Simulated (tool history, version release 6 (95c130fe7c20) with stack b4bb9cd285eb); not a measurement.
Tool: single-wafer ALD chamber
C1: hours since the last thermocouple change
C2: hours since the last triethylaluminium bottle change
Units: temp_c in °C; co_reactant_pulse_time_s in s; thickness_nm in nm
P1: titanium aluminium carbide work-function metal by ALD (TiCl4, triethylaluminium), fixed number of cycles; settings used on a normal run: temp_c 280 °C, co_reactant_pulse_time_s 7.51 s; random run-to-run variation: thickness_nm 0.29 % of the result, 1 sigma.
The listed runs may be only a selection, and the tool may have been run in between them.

run 1 day=0.454 | temp_c=280 co_reactant_pulse_time_s=7.51 | C1=742.2 C2=691.7 | thickness_nm=1.7869
run 2 day=0.804 | temp_c=280 co_reactant_pulse_time_s=7.51 | C1=750.6 C2=700.1 | thickness_nm=1.7854
run 3 day=1.225 | temp_c=280 co_reactant_pulse_time_s=7.51 | C1=760.7 C2=710.2 | thickness_nm=1.7771
-- day=1.367 thermocouple changed; heater temperature recalibrated
run 4 day=1.617 | temp_c=291 co_reactant_pulse_time_s=3.24 | C1=6.1 C2=719.6 | thickness_nm=1.3592
run 5 day=2.046 | temp_c=294 co_reactant_pulse_time_s=9.48 | C1=16.4 C2=729.9 | thickness_nm=1.9747
run 6 day=2.642 | temp_c=280 co_reactant_pulse_time_s=12.29 | C1=30.7 C2=744.2 | thickness_nm=1.8986
run 7 day=3.225 | temp_c=293 co_reactant_pulse_time_s=10.28 | C1=44.7 C2=758.2 | thickness_nm=1.9863
run 8 day=3.688 | temp_c=280 co_reactant_pulse_time_s=7.51 | C1=55.8 C2=769.3 | thickness_nm=1.7811
run 9 day=4.254 | temp_c=280 co_reactant_pulse_time_s=7.51 | C1=69.4 C2=782.9 | thickness_nm=1.7856
run 10 day=4.596 | temp_c=280 co_reactant_pulse_time_s=3.24 | C1=77.6 C2=791.1 | thickness_nm=1.2946
run 11 day=5.317 | temp_c=258 co_reactant_pulse_time_s=7.51 | C1=94.9 C2=808.4 | thickness_nm=1.5974
run 12 day=5.842 | temp_c=280 co_reactant_pulse_time_s=7.51 | C1=107.5 C2=821.0 | thickness_nm=1.7817
run 13 day=6.192 | temp_c=291 co_reactant_pulse_time_s=7.51 | C1=115.9 C2=829.4 | thickness_nm=1.8803
run 14 day=6.696 | temp_c=280 co_reactant_pulse_time_s=7.51 | C1=128.0 C2=841.5 | thickness_nm=1.7849

Run 15 is up next; what results do you expect?
run 15 day=7.325 | temp_c=280 co_reactant_pulse_time_s=7.51 | C1=143.1 C2=856.6 | thickness_nm=?

thickness_nm: 1.7692 nm
